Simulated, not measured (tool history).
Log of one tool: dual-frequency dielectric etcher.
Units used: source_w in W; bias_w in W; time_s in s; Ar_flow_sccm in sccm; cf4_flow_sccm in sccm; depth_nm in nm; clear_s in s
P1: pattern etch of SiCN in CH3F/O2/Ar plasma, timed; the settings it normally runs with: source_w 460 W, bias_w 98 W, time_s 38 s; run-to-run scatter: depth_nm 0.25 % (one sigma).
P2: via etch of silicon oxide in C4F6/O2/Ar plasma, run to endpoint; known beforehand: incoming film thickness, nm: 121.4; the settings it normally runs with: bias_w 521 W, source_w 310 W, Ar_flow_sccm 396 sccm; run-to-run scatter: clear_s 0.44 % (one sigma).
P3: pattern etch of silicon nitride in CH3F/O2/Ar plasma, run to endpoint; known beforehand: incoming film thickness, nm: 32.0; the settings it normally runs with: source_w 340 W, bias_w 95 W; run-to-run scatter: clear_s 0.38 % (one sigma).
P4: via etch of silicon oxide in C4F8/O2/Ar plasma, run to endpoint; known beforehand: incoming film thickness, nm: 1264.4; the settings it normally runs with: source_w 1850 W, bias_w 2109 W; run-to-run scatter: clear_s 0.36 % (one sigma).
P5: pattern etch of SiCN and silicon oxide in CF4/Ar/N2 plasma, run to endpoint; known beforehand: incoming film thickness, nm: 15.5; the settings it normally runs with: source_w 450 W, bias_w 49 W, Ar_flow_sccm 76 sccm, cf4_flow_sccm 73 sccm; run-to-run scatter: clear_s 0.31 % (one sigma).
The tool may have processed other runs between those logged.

Run 1, hour 3.4: process P1, source_w 460 W, bias_w 98 W, time_s 38 s. Result: depth_nm 17.041 nm.
Run 2, hour 6.8: process P1, source_w 460 W, bias_w 98 W, time_s 38 s. Result: depth_nm 16.943 nm.
Run 3, hour 10.4: process P1, source_w 460 W, bias_w 98 W, time_s 26 s. Result: depth_nm 11.625 nm.
Run 4, hour 13.8: process P3, source_w 410 W, bias_w 95 W. Result: clear_s 41.526 s.
Run 5, hour 18.0: process P1, source_w 460 W, bias_w 98 W, time_s 38 s. Result: depth_nm 17.010 nm.
Run 6, hour 20.2: process P1, source_w 460 W, bias_w 98 W, time_s 38 s. Result: depth_nm 17.129 nm.
Run 7, hour 24.8: process P2, source_w 220 W, bias_w 521 W, Ar_flow_sccm 396 sccm. Result: clear_s 33.078 s.
Run 8, hour 27.1: process P4, source_w 1850 W, bias_w 2109 W. Result: clear_s 245.610 s.
Run 9, hour 30.7: process P1, source_w 330 W, bias_w 118 W, time_s 38 s. Result: depth_nm 16.169 nm.
Run 10, hour 34.3: process P2, source_w 310 W, bias_w 521 W, Ar_flow_sccm 321 sccm. Result: clear_s 28.887 s.
Run 11, hour 38.2: process P1, source_w 460 W, bias_w 98 W, time_s 38 s. Result: depth_nm 17.077 nm.
Run 12, hour 41.7: process P2, source_w 310 W, bias_w 410 W, Ar_flow_sccm 396 sccm. Result: clear_s 32.009 s.
Run 13, hour 46.0: process P1, source_w 610 W, bias_w 98 W, time_s 38 s. Result: depth_nm 18.845 nm.
Run 14, hour 50.2: process P4, source_w 1850 W, bias_w 2770 W. Result: clear_s 226.630 s.
Run 15, hour 54.3: process P1, source_w 460 W, bias_w 138 W, time_s 38 s. Result: depth_nm 19.488 nm.
Run 16, hour 57.1: process P5, source_w 450 W, bias_w 49 W, Ar_flow_sccm 76 sccm, cf4_flow_sccm 73 sccm. Result: clear_s 19.539 s.
Run 17, hour 59.4: process P3, source_w 340 W, bias_w 95 W. Result: clear_s 44.591 s.
Run 18, hour 61.6: process P5, source_w 450 W, bias_w 49 W, Ar_flow_sccm 76 sccm, cf4_flow_sccm 101 sccm. Result: clear_s 18.627 s.
Run 19, hour 65.6: process P5, source_w 560 W, bias_w 49 W, Ar_flow_sccm 76 sccm, cf4_flow_sccm 73 sccm. Result: clear_s 16.071 s.
Run 20, hour 70.1: process P1, source_w 290 W, bias_w 98 W, time_s 38 s. Result: depth_nm 14.369 nm.
Run 21, hour 73.8: process P4, source_w 2460 W, bias_w 2109 W. Result: clear_s 220.380 s.
Run 22, hour 77.3: process P1, source_w 460 W, bias_w 98 W, time_s 56 s. Result: depth_nm 25.170 nm.
Run 23, hour 81.7: process P3, source_w 340 W, bias_w 68 W. Result: clear_s 50.154 s.
Run 24, hour 83.9: process P1, source_w 460 W, bias_w 72 W, time_s 38 s. Result: depth_nm 15.262 nm.
Run 25, hour 88.5: process P5, source_w 450 W, bias_w 49 W, Ar_flow_sccm 104 sccm, cf4_flow_sccm 73 sccm. Result: clear_s 20.492 s.
Run 26, hour 91.8: process P1, source_w 570 W, bias_w 123 W, time_s 38 s. Result: depth_nm 20.045 nm.
At hour 91.9: wet clean of the chamber.
Run 27, hour 95.1: process P5, source_w 450 W, bias_w 31 W, Ar_flow_sccm 76 sccm, cf4_flow_sccm 73 sccm. Result: clear_s 22.138 s.
Run 28, hour 98.5: process P2, source_w 310 W, bias_w 521 W, Ar_flow_sccm 396 sccm. Result: clear_s 29.259 s.
Run 29, hour 102.8: process P4, source_w 1850 W, bias_w 2109 W. Result: clear_s 247.710 s.
Run 30, hour 105.5: process P1, source_w 460 W, bias_w 98 W, time_s 38 s. Result: depth_nm 17.045 nm.
Run 31, hour 109.0: process P1, source_w 460 W, bias_w 98 W, time_s 38 s. Result: depth_nm 16.891 nm.
Run 32, hour 112.8: process P1, source_w 460 W, bias_w 98 W, time_s 38 s. Result: depth_nm 16.883 nm.
Run 33, hour 116.5: process P1, source_w 460 W, bias_w 98 W, time_s 38 s. Result: depth_nm 16.853 nm.
Run 34, hour 120.5: process P1, source_w 460 W, bias_w 98 W, time_s 38 s. Result: depth_nm 16.773 nm.
At hour 120.8: wet clean of the chamber.
Run 35, hour 125.0: process P1, source_w 460 W, bias_w 98 W, time_s 38 s. Result: depth_nm 16.780 nm.
Run 36, hour 129.0: process P1, source_w 460 W, bias_w 98 W, time_s 38 s. Result: depth_nm 16.771 nm.
Run 37, hour 131.5: process P1, source_w 460 W, bias_w 98 W, time_s 38 s. Result: depth_nm 16.742 nm.
Run 38, hour 134.4: process P1, source_w 460 W, bias_w 98 W, time_s 38 s. Result: depth_nm 16.763 nm.
Run 39, hour 138.1: process P1, source_w 460 W, bias_w 98 W, time_s 38 s. Result: depth_nm 16.710 nm.
Run 40, hour 140.9: process P1, source_w 460 W, bias_w 98 W, time_s 38 s. Result: depth_nm 16.765 nm.
Run 41, hour 144.8: process P1, source_w 460 W, bias_w 98 W, time_s 38 s. Result: depth_nm 16.710 nm.

The output of P1 has drifted from where it used to be. Each of the 2 causes below, taken at the size shown beside it, accounts for the log equally well:
A: source power that arrives under what is set, % = 4.54
B: bias power that arrives under what is set, % = 4.53
The creep began at about hour 105.5.
What rules out each remaining cause:
chamber walls in a state that lowers the etch rate, %: was serviced at hour 120.8, once the creep was under way, yet the earlier output never came back

Below are 4 check runs, each on a single wafer, with their results shown as question marks. Which of them would tell the listed causes apart, meaning the causes would give clearly different results under it?
Run check 1, hour 148.7: process P2, source_w 310 W, bias_w 521 W, Ar_flow_sccm 396 sccm. Result: clear_s ?.
Run check 2, hour 148.7: process P4, source_w 1850 W, bias_w 2109 W. Result: clear_s ?.
Run check 3, hour 148.7: process P5, source_w 450 W, bias_w 49 W, Ar_flow_sccm 76 sccm, cf4_flow_sccm 73 sccm. Result: clear_s ?.
Run check 4, hour 148.7: process P3, source_w 340 W, bias_w 95 W. Result: clear_s ?.

Predicted outcomes, by check and by cause:
  check   result     if A     if B
check 1  clear_s   29.774   29.791
check 2  clear_s  251.030  249.770
check 3  clear_s   20.358   19.792
check 4  clear_s   45.312   45.297
How far apart the two closest causes lie, in the result that separates them most: check 1 0.06 %; check 2 0.5 %; check 3 2.82 %; check 4 0.03 %
Only in check 3 would the causes give clearly different results; in the remaining checks their results would be nearly the same.

Check 3 was then run and gave: clear_s 19.795 s. Which cause is it?

It was cause B: bias power that arrives under what is set, %.

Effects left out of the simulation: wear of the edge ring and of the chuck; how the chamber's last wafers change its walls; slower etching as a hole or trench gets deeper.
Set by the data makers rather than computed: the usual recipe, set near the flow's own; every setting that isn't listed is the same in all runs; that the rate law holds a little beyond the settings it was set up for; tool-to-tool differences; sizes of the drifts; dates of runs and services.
